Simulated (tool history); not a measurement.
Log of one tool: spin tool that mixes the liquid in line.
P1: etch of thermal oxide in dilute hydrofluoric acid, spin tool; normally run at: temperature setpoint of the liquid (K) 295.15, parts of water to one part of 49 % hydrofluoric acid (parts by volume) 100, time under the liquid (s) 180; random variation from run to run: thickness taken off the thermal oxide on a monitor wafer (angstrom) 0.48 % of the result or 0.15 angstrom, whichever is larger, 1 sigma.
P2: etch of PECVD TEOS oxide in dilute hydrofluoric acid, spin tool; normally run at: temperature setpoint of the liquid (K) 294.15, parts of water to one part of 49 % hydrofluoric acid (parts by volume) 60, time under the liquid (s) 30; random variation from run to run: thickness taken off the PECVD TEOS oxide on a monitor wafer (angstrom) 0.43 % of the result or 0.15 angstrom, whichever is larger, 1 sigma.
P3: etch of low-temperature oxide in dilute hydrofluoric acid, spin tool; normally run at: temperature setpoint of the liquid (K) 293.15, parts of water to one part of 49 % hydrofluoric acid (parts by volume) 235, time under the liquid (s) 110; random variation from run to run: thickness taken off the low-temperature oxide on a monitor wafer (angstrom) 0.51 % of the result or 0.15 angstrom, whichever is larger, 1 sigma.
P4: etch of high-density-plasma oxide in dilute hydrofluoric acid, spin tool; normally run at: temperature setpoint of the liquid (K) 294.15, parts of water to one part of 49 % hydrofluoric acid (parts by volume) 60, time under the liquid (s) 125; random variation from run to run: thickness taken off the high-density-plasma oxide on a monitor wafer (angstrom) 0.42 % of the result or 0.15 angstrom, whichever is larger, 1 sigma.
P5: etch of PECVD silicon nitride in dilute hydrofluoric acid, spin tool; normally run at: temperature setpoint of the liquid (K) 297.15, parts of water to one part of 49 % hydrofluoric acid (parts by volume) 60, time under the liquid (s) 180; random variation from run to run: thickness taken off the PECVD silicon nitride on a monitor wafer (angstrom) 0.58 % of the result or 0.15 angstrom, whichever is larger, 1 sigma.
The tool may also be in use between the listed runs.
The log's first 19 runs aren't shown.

run	day	process that ran	temperature setpoint of the liquid (K)	parts of water to one part of 49 % hydrofluoric acid (parts by volume)	time under the liquid (s)	hours since the thermometer was replaced	hours since the hydrofluoric acid flow meter was replaced	thickness taken off the thermal oxide on a monitor wafer (angstrom)	thickness taken off the PECVD silicon nitride on a monitor wafer (angstrom)	thickness taken off the high-density-plasma oxide on a monitor wafer (angstrom)	thickness taken off the low-temperature oxide on a monitor wafer (angstrom)	thickness taken off the PECVD TEOS oxide on a monitor wafer (angstrom)
20	10.342	P3	293.15	235	15	1363.1	509.8				10.722	
21	10.854	P1	295.15	100	180	1375.4	522.1	73.131				
22	11.221	P1	295.15	30	180	1384.2	530.9	267.25				
23	11.871	P1	299.65	100	180	1399.8	546.5	87.097				
24	12.488	P4	294.15	105	125	1414.6	561.3			62.972		
25	12.842	P3	293.15	235	110	1423.1	569.8				76.869	
26	13.467	P3	301.15	235	110	1438.1	584.8				104.11	
27	13.912	P2	294.15	60	30	1448.8	595.5					132.24
28	14.521	P1	290.15	100	180	1463.4	610.1	59.318				
29	15.121	P3	293.15	70	110	1477.8	624.5				311	
30	15.483	P1	295.15	100	180	1486.5	633.2	72.924				
31	16.125	P1	295.15	100	180	1501.9	648.6	77.45				
32	16.788	P1	295.15	100	180	1517.8	664.5	79.298				
33	17.2	P1	295.15	100	180	1527.7	674.4	80.442				
34	17.775	P1	295.15	100	180	1541.5	688.2	80.455				
35	18.096	P1	295.15	100	180	1549.2	695.9	80.629				

Forecast run 36:
36	18.488	P1	295.15	100	180	1558.6	705.3	?				

{"run 36": {"thickness taken off the thermal oxide on a monitor wafer (angstrom)": 80.805}}
